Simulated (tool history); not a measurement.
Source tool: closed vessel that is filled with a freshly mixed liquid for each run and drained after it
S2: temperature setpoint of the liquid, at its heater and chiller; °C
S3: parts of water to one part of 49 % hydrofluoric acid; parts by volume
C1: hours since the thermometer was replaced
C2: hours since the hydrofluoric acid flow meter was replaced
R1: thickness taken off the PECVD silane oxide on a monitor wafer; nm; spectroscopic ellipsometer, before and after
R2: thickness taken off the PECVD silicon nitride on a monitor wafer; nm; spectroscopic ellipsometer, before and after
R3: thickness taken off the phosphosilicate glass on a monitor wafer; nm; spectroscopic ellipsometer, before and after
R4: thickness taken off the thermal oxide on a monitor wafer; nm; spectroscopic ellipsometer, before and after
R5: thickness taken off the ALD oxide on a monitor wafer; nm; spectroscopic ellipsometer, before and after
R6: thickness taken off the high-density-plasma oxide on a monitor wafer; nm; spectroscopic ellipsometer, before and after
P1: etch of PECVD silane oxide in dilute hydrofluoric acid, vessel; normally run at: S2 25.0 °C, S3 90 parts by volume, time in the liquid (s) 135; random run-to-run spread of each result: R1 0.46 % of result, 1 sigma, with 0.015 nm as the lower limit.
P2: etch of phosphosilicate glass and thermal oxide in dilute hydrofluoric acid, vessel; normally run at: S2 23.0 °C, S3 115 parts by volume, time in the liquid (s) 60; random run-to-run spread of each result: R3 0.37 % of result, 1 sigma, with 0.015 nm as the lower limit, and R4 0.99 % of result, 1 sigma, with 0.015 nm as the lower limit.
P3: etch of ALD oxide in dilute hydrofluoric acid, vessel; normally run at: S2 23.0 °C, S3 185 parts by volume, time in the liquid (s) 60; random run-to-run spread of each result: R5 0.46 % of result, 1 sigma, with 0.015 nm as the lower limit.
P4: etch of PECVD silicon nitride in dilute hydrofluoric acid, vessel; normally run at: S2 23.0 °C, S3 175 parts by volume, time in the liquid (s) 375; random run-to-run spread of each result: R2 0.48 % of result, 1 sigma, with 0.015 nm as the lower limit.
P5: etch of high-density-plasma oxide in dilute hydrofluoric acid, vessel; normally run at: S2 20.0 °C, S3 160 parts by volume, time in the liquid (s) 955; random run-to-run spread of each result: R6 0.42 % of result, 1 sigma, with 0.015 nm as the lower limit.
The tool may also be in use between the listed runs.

run 1 hour=3.0 | process_that_ran=P1 S2=25.0 S3=90 time_in_the_liquid_(s)=135 | C1=1118.4 C2=1424.9 | R1=23.3220
run 2 hour=7.8 | process_that_ran=P1 S2=25.0 S3=90 time_in_the_liquid_(s)=135 | C1=1123.2 C2=1429.7 | R1=23.4050
run 3 hour=11.2 | process_that_ran=P4 S2=23.0 S3=90 time_in_the_liquid_(s)=375 | C1=1126.6 C2=1433.1 | R2=22.6610
run 4 hour=16.9 | process_that_ran=P2 S2=23.0 S3=170 time_in_the_liquid_(s)=60 | C1=1132.3 C2=1438.8 | R3=31.825 R4=1.4448
run 5 hour=19.8 | process_that_ran=P4 S2=23.0 S3=175 time_in_the_liquid_(s)=375 | C1=1135.2 C2=1441.7 | R2=11.7300
run 6 hour=26.2 | process_that_ran=P1 S2=25.0 S3=90 time_in_the_liquid_(s)=60 | C1=1141.6 C2=1448.1 | R1=10.3700
run 7 hour=29.5 | process_that_ran=P4 S2=23.0 S3=175 time_in_the_liquid_(s)=375 | C1=1144.9 C2=1451.4 | R2=11.7760
run 8 hour=34.2 | process_that_ran=P3 S2=23.0 S3=335 time_in_the_liquid_(s)=60 | C1=1149.6 C2=1456.1 | R5=2.1204
run 9 hour=39.9 | process_that_ran=P2 S2=23.0 S3=115 time_in_the_liquid_(s)=30 | C1=1155.3 C2=1461.8 | R3=25.297 R4=1.1584
run 10 hour=46.4 | process_that_ran=P3 S2=23.0 S3=185 time_in_the_liquid_(s)=60 | C1=1161.8 C2=1468.3 | R5=4.4967
run 11 hour=52.9 | process_that_ran=P4 S2=23.0 S3=175 time_in_the_liquid_(s)=140 | C1=1168.3 C2=1474.8 | R2=4.3816
run 12 hour=57.0 | process_that_ran=P1 S2=25.0 S3=30 time_in_the_liquid_(s)=45 | C1=1172.4 C2=1478.9 | R1=25.3640
run 13 hour=61.3 | process_that_ran=P2 S2=23.0 S3=115 time_in_the_liquid_(s)=60 | C1=1176.7 C2=1483.2 | R3=49.949 R4=2.2857
run 14 hour=65.3 | process_that_ran=P1 S2=25.0 S3=90 time_in_the_liquid_(s)=135 | C1=1180.7 C2=1487.2 | R1=23.5080
run 15 hour=70.0 | process_that_ran=P1 S2=18.0 S3=90 time_in_the_liquid_(s)=135 | C1=1185.4 C2=1491.9 | R1=17.5080
run 16 hour=72.9 | process_that_ran=P4 S2=17.0 S3=175 time_in_the_liquid_(s)=375 | C1=1188.3 C2=1494.8 | R2=7.9155
run 17 hour=77.1 | process_that_ran=P1 S2=30.5 S3=90 time_in_the_liquid_(s)=245 | C1=1192.5 C2=1499.0 | R1=52.5100
run 18 hour=83.0 | process_that_ran=P5 S2=17.0 S3=160 time_in_the_liquid_(s)=955 | C1=1198.4 C2=1504.9 | R6=36.216
run 19 hour=85.9 | process_that_ran=P3 S2=17.5 S3=185 time_in_the_liquid_(s)=60 | C1=1201.3 C2=1507.8 | R5=3.6388
run 20 hour=91.9 | process_that_ran=P1 S2=25.0 S3=155 time_in_the_liquid_(s)=135 | C1=1207.3 C2=1513.8 | R1=12.5200
run 21 hour=96.4 | process_that_ran=P1 S2=25.0 S3=60 time_in_the_liquid_(s)=35 | C1=1211.8 C2=1518.3 | R1=9.4831
run 22 hour=102.6 | process_that_ran=P3 S2=23.0 S3=185 time_in_the_liquid_(s)=60 | C1=1218.0 C2=1524.5 | R5=4.4912
run 23 hour=108.8 | process_that_ran=P2 S2=27.0 S3=115 time_in_the_liquid_(s)=60 | C1=1224.2 C2=1530.7 | R3=58.596 R4=2.6505
run 24 hour=115.4 | process_that_ran=P5 S2=20.0 S3=160 time_in_the_liquid_(s)=505 | C1=1230.8 C2=1537.3 | R6=21.523
run 25 hour=121.2 | process_that_ran=P1 S2=25.0 S3=90 time_in_the_liquid_(s)=135 | C1=1236.6 C2=1543.1 | R1=23.2420
run 26 hour=126.9 | process_that_ran=P1 S2=31.5 S3=90 time_in_the_liquid_(s)=135 | C1=1242.3 C2=1548.8 | R1=29.8910
run 27 hour=131.3 | process_that_ran=P5 S2=20.0 S3=160 time_in_the_liquid_(s)=955 | C1=1246.7 C2=1553.2 | R6=40.622
run 28 hour=137.0 | process_that_ran=P1 S2=25.0 S3=90 time_in_the_liquid_(s)=135 | C1=1252.4 C2=1558.9 | R1=23.4590
run 29 hour=140.9 | process_that_ran=P5 S2=20.0 S3=100 time_in_the_liquid_(s)=955 | C1=1256.3 C2=1562.8 | R6=69.079
run 30 hour=147.2 | process_that_ran=P1 S2=25.0 S3=90 time_in_the_liquid_(s)=135 | C1=1262.6 C2=1569.1 | R1=23.2140
run 31 hour=152.8 | process_that_ran=P1 S2=25.0 S3=20 time_in_the_liquid_(s)=135 | C1=1268.2 C2=1574.7 | R1=114.8000
run 32 hour=157.8 | process_that_ran=P1 S2=25.0 S3=90 time_in_the_liquid_(s)=245 | C1=1273.2 C2=1579.7 | R1=42.3190
run 33 hour=163.3 | process_that_ran=P3 S2=23.0 S3=185 time_in_the_liquid_(s)=95 | C1=1278.7 C2=1585.2 | R5=7.1558
run 34 hour=168.9 | process_that_ran=P1 S2=25.0 S3=90 time_in_the_liquid_(s)=135 | C1=1284.3 C2=1590.8 | R1=23.4540
run 35 hour=175.5 | process_that_ran=P1 S2=25.0 S3=90 time_in_the_liquid_(s)=135 | C1=1290.9 C2=1597.4 | R1=24.1590
run 36 hour=180.8 | process_that_ran=P1 S2=25.0 S3=90 time_in_the_liquid_(s)=135 | C1=1296.2 C2=1602.7 | R1=24.6040
run 37 hour=187.2 | process_that_ran=P1 S2=25.0 S3=90 time_in_the_liquid_(s)=135 | C1=1302.6 C2=1609.1 | R1=24.8570
run 38 hour=192.8 | process_that_ran=P1 S2=25.0 S3=90 time_in_the_liquid_(s)=135 | C1=1308.2 C2=1614.7 | R1=24.7740
run 39 hour=197.7 | process_that_ran=P1 S2=25.0 S3=90 time_in_the_liquid_(s)=135 | C1=1313.1 C2=1619.6 | R1=24.7590
run 40 hour=203.8 | process_that_ran=P1 S2=25.0 S3=90 time_in_the_liquid_(s)=135 | C1=1319.2 C2=1625.7 | R1=24.9340

The log shows P1 creeping away from where it was. Any of the 2 causes listed here, at the size stated for it, fits the log just as well as the others:
A: liquid hotter than its thermometer reads (K) = 1.61
B: hydrofluoric acid flow above the setpoint (%) = 5.83
Creep in the process output first set in at about hour 168.9.

Consider the 4 single-wafer check runs listed below, results given as question marks: which one distinguishes between the causes by giving clearly different results for each?
run check 1 hour=209.9 | process_that_ran=P4 S2=23.0 S3=175 time_in_the_liquid_(s)=375 | R2=?
run check 2 hour=209.9 | process_that_ran=P3 S2=23.0 S3=185 time_in_the_liquid_(s)=60 | R5=?
run check 3 hour=209.9 | process_that_ran=P5 S2=20.0 S3=160 time_in_the_liquid_(s)=955 | R6=?
run check 4 hour=209.9 | process_that_ran=P2 S2=23.0 S3=115 time_in_the_liquid_(s)=60 | R3=? R4=?

If the cause were each of the candidates in turn, the checks would give the following:
check=check_1 result=R2 if_A=13.0380 if_B=12.4380
check=check_2 result=R5 if_A=4.7795 if_B=4.8150
check=check_3 result=R6 if_A=43.279 if_B=43.391
check=check_4 result=R3 if_A=53.415 if_B=53.467
check=check_4 result=R4 if_A=2.4269 if_B=2.4292
Per-check spread between the two closest causes, in the result where they differ most: check 1 4.72 %; check 2 0.74 %; check 3 0.26 %; check 4 0.1 %
Of the check runs offered, only check 1 discriminates between the causes; the rest would read about the same regardless of which cause applies.

The results of check 1 are: R2 12.4970 nm. Based on these, which of the listed causes is it?

The cause is B: hydrofluoric acid flow above the setpoint (%).
